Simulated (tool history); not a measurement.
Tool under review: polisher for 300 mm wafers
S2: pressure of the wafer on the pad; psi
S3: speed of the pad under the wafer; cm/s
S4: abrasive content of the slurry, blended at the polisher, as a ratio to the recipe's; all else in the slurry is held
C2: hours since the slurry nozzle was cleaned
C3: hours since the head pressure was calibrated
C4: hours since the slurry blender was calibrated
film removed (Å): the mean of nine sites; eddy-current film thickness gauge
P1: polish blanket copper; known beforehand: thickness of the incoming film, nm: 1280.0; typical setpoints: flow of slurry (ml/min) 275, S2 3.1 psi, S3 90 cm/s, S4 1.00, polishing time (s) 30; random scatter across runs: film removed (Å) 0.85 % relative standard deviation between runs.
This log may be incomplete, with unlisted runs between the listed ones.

run 1 hour=8.0 | flow_of_slurry_(ml/min)=275 S2=3.1 S3=90 S4=1.00 polishing_time_(s)=30 | wafers_polished_on_this_pad=283 C2=125.6 C3=196.5 C4=59.8 | film_removed_(Å)=867.02
run 2 hour=17.2 | flow_of_slurry_(ml/min)=165 S2=3.1 S3=90 S4=1.00 polishing_time_(s)=30 | wafers_polished_on_this_pad=354 C2=134.8 C3=205.7 C4=69.0 | film_removed_(Å)=803.11
run 3 hour=26.9 | flow_of_slurry_(ml/min)=275 S2=4.9 S3=90 S4=1.00 polishing_time_(s)=30 | wafers_polished_on_this_pad=428 C2=144.5 C3=215.4 C4=78.7 | film_removed_(Å)=1337.30
run 4 hour=33.7 | flow_of_slurry_(ml/min)=275 S2=3.1 S3=112 S4=1.00 polishing_time_(s)=19 | wafers_polished_on_this_pad=480 C2=151.3 C3=222.2 C4=85.5 | film_removed_(Å)=669.37
run 5 hour=42.6 | flow_of_slurry_(ml/min)=275 S2=3.1 S3=90 S4=1.00 polishing_time_(s)=16 | wafers_polished_on_this_pad=548 C2=160.2 C3=231.1 C4=94.4 | film_removed_(Å)=454.73
run 6 hour=50.1 | flow_of_slurry_(ml/min)=275 S2=3.1 S3=90 S4=0.60 polishing_time_(s)=30 | wafers_polished_on_this_pad=605 C2=167.7 C3=238.6 C4=101.9 | film_removed_(Å)=752.38
run 7 hour=59.4 | flow_of_slurry_(ml/min)=275 S2=3.1 S3=90 S4=1.00 polishing_time_(s)=30 | wafers_polished_on_this_pad=676 C2=177.0 C3=247.9 C4=111.2 | film_removed_(Å)=840.28
run 8 hour=68.9 | flow_of_slurry_(ml/min)=365 S2=3.1 S3=90 S4=1.00 polishing_time_(s)=30 | wafers_polished_on_this_pad=749 C2=186.5 C3=257.4 C4=120.7 | film_removed_(Å)=864.75
run 9 hour=74.6 | flow_of_slurry_(ml/min)=275 S2=2.1 S3=90 S4=1.00 polishing_time_(s)=30 | wafers_polished_on_this_pad=793 C2=192.2 C3=263.1 C4=126.4 | film_removed_(Å)=568.83
-- hour=75.2 slurry nozzle cleaned
run 10 hour=80.7 | flow_of_slurry_(ml/min)=275 S2=3.1 S3=90 S4=1.00 polishing_time_(s)=30 | wafers_polished_on_this_pad=839 C2=5.5 C3=269.2 C4=132.5 | film_removed_(Å)=839.38
run 11 hour=89.1 | flow_of_slurry_(ml/min)=275 S2=3.1 S3=42 S4=1.00 polishing_time_(s)=30 | wafers_polished_on_this_pad=904 C2=13.9 C3=277.6 C4=140.9 | film_removed_(Å)=393.27
run 12 hour=97.9 | flow_of_slurry_(ml/min)=275 S2=3.1 S3=90 S4=1.00 polishing_time_(s)=30 | wafers_polished_on_this_pad=971 C2=22.7 C3=286.4 C4=149.7 | film_removed_(Å)=844.82
run 13 hour=106.4 | flow_of_slurry_(ml/min)=275 S2=3.1 S3=90 S4=1.35 polishing_time_(s)=30 | wafers_polished_on_this_pad=1036 C2=31.2 C3=294.9 C4=158.2 | film_removed_(Å)=900.64
run 14 hour=113.9 | flow_of_slurry_(ml/min)=275 S2=3.1 S3=124 S4=1.00 polishing_time_(s)=30 | wafers_polished_on_this_pad=1093 C2=38.7 C3=302.4 C4=165.7 | film_removed_(Å)=1164.80
run 15 hour=120.7 | flow_of_slurry_(ml/min)=275 S2=3.1 S3=90 S4=1.40 polishing_time_(s)=20 | wafers_polished_on_this_pad=1145 C2=45.5 C3=309.2 C4=172.5 | film_removed_(Å)=612.49

Estimate the outcome of run 16 from the log above:
run 16 hour=129.3 | flow_of_slurry_(ml/min)=275 S2=3.1 S3=90 S4=1.00 polishing_time_(s)=45 | wafers_polished_on_this_pad=1211 C2=54.1 C3=317.8 C4=181.1 | film_removed_(Å)=?

{"run 16": {"film removed (Å)": 1265.2}}

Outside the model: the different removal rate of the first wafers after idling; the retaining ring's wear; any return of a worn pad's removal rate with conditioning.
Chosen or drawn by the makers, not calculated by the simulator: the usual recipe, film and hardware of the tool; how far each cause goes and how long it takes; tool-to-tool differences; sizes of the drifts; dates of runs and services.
